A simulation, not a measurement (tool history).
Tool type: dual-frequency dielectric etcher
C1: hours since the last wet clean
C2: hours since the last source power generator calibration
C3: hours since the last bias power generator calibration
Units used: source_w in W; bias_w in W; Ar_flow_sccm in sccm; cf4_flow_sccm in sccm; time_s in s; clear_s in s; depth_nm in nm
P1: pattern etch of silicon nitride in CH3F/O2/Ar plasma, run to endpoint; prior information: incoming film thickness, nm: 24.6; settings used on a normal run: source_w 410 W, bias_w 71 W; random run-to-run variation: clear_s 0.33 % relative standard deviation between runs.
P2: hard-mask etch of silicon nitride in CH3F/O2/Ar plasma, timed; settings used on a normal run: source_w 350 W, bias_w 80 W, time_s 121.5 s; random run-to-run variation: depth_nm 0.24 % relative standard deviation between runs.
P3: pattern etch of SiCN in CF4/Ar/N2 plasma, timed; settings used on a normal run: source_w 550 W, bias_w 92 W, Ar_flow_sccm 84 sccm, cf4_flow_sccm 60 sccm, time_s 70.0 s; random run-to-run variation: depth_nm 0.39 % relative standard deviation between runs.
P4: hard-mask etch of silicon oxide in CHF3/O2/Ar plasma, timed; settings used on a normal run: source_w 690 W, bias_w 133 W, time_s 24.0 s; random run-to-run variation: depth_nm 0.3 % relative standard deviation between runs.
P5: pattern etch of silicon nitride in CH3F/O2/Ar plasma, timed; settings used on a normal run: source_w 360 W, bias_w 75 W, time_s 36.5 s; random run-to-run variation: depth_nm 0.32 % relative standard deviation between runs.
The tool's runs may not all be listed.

{"run": 1, "hour": 4.9, "process": "P1", "source_w": 410, "bias_w": 71, "C1": 198.7, "C2": 3640.2, "C3": 2686.8, "clear_s": 35.289}
{"run": 2, "hour": 10.1, "process": "P3", "source_w": 550, "bias_w": 92, "Ar_flow_sccm": 84, "cf4_flow_sccm": 84, "time_s": 70.0, "C1": 203.9, "C2": 3645.4, "C3": 2692.0, "depth_nm": 82.487}
{"run": 3, "hour": 13.5, "process": "P3", "source_w": 550, "bias_w": 92, "Ar_flow_sccm": 84, "cf4_flow_sccm": 60, "time_s": 40.0, "C1": 207.3, "C2": 3648.8, "C3": 2695.4, "depth_nm": 44.671}
{"run": 4, "hour": 18.6, "process": "P5", "source_w": 360, "bias_w": 75, "time_s": 36.5, "C1": 212.4, "C2": 3653.9, "C3": 2700.5, "depth_nm": 25.825}
{"run": 5, "hour": 23.2, "process": "P1", "source_w": 410, "bias_w": 71, "C1": 217.0, "C2": 3658.5, "C3": 2705.1, "clear_s": 35.525}
{"run": 6, "hour": 26.7, "process": "P4", "source_w": 690, "bias_w": 133, "time_s": 16.5, "C1": 220.5, "C2": 3662.0, "C3": 2708.6, "depth_nm": 31.846}
{"run": 7, "hour": 31.7, "process": "P2", "source_w": 260, "bias_w": 80, "time_s": 121.5, "C1": 225.5, "C2": 3667.0, "C3": 2713.6, "depth_nm": 73.787}
{"run": 8, "hour": 34.8, "process": "P2", "source_w": 350, "bias_w": 80, "time_s": 121.5, "C1": 228.6, "C2": 3670.1, "C3": 2716.7, "depth_nm": 83.131}
{"run": 9, "hour": 37.1, "process": "P1", "source_w": 410, "bias_w": 52, "C1": 230.9, "C2": 3672.4, "C3": 2719.0, "clear_s": 39.367}
{"run": 10, "hour": 41.4, "process": "P1", "source_w": 520, "bias_w": 51, "C1": 235.2, "C2": 3676.7, "C3": 2723.3, "clear_s": 36.053}
{"run": 11, "hour": 44.8, "process": "P3", "source_w": 550, "bias_w": 129, "Ar_flow_sccm": 84, "cf4_flow_sccm": 60, "time_s": 70.0, "C1": 238.6, "C2": 3680.1, "C3": 2726.7, "depth_nm": 88.903}
{"run": 12, "hour": 48.2, "process": "P3", "source_w": 550, "bias_w": 92, "Ar_flow_sccm": 84, "cf4_flow_sccm": 60, "time_s": 70.0, "C1": 242.0, "C2": 3683.5, "C3": 2730.1, "depth_nm": 77.58}
{"run": 13, "hour": 51.0, "process": "P2", "source_w": 350, "bias_w": 102, "time_s": 121.5, "C1": 244.8, "C2": 3686.3, "C3": 2732.9, "depth_nm": 90.122}
{"run": 14, "hour": 53.7, "process": "P1", "source_w": 530, "bias_w": 71, "C1": 247.5, "C2": 3689.0, "C3": 2735.6, "clear_s": 32.25}
{"run": 15, "hour": 58.8, "process": "P3", "source_w": 550, "bias_w": 92, "Ar_flow_sccm": 108, "cf4_flow_sccm": 60, "time_s": 70.0, "C1": 252.6, "C2": 3694.1, "C3": 2740.7, "depth_nm": 75.443}
{"run": 16, "hour": 63.9, "process": "P1", "source_w": 410, "bias_w": 71, "C1": 257.7, "C2": 3699.2, "C3": 2745.8, "clear_s": 35.349}
{"run": 17, "hour": 68.5, "process": "P2", "source_w": 350, "bias_w": 80, "time_s": 68.5, "C1": 262.3, "C2": 3703.8, "C3": 2750.4, "depth_nm": 46.522}
{"run": 18, "hour": 72.7, "process": "P4", "source_w": 860, "bias_w": 133, "time_s": 24.0, "C1": 266.5, "C2": 3708.0, "C3": 2754.6, "depth_nm": 50.332}
{"run": 19, "hour": 75.3, "process": "P5", "source_w": 360, "bias_w": 75, "time_s": 51.0, "C1": 269.1, "C2": 3710.6, "C3": 2757.2, "depth_nm": 36.512}
{"run": 20, "hour": 78.7, "process": "P3", "source_w": 680, "bias_w": 92, "Ar_flow_sccm": 84, "cf4_flow_sccm": 60, "time_s": 70.0, "C1": 272.5, "C2": 3714.0, "C3": 2760.6, "depth_nm": 94.514}
{"run": 21, "hour": 82.0, "process": "P1", "source_w": 410, "bias_w": 71, "C1": 275.8, "C2": 3717.3, "C3": 2763.9, "clear_s": 35.564}
{"run": 22, "hour": 87.0, "process": "P1", "source_w": 410, "bias_w": 86, "C1": 280.8, "C2": 3722.3, "C3": 2768.9, "clear_s": 33.406}
{"run": 23, "hour": 92.0, "process": "P1", "source_w": 270, "bias_w": 45, "C1": 285.8, "C2": 3727.3, "C3": 2773.9, "clear_s": 48.638}
{"run": 24, "hour": 94.6, "process": "P5", "source_w": 360, "bias_w": 75, "time_s": 36.5, "C1": 288.4, "C2": 3729.9, "C3": 2776.5, "depth_nm": 25.835}
{"run": 25, "hour": 98.5, "process": "P3", "source_w": 550, "bias_w": 92, "Ar_flow_sccm": 84, "cf4_flow_sccm": 60, "time_s": 70.0, "C1": 292.3, "C2": 3733.8, "C3": 2780.4, "depth_nm": 78.074}
{"run": 26, "hour": 103.0, "process": "P2", "source_w": 350, "bias_w": 80, "time_s": 121.5, "C1": 296.8, "C2": 3738.3, "C3": 2784.9, "depth_nm": 83.068}
{"run": 27, "hour": 106.3, "process": "P5", "source_w": 360, "bias_w": 93, "time_s": 36.5, "C1": 300.1, "C2": 3741.6, "C3": 2788.2, "depth_nm": 27.956}
{"run": 28, "hour": 110.1, "process": "P4", "source_w": 690, "bias_w": 183, "time_s": 24.0, "C1": 303.9, "C2": 3745.4, "C3": 2792.0, "depth_nm": 51.292}
{"run": 29, "hour": 114.7, "process": "P1", "source_w": 410, "bias_w": 71, "C1": 308.5, "C2": 3750.0, "C3": 2796.6, "clear_s": 35.317}
{"run": 30, "hour": 117.7, "process": "P4", "source_w": 690, "bias_w": 133, "time_s": 24.0, "C1": 311.5, "C2": 3753.0, "C3": 2799.6, "depth_nm": 46.181}

Expected results for the next run?
{"run": 31, "hour": 122.7, "process": "P1", "source_w": 410, "bias_w": 71, "C1": 316.5, "C2": 3758.0, "C3": 2804.6, "clear_s": "?"}

clear_s: 35.339 s

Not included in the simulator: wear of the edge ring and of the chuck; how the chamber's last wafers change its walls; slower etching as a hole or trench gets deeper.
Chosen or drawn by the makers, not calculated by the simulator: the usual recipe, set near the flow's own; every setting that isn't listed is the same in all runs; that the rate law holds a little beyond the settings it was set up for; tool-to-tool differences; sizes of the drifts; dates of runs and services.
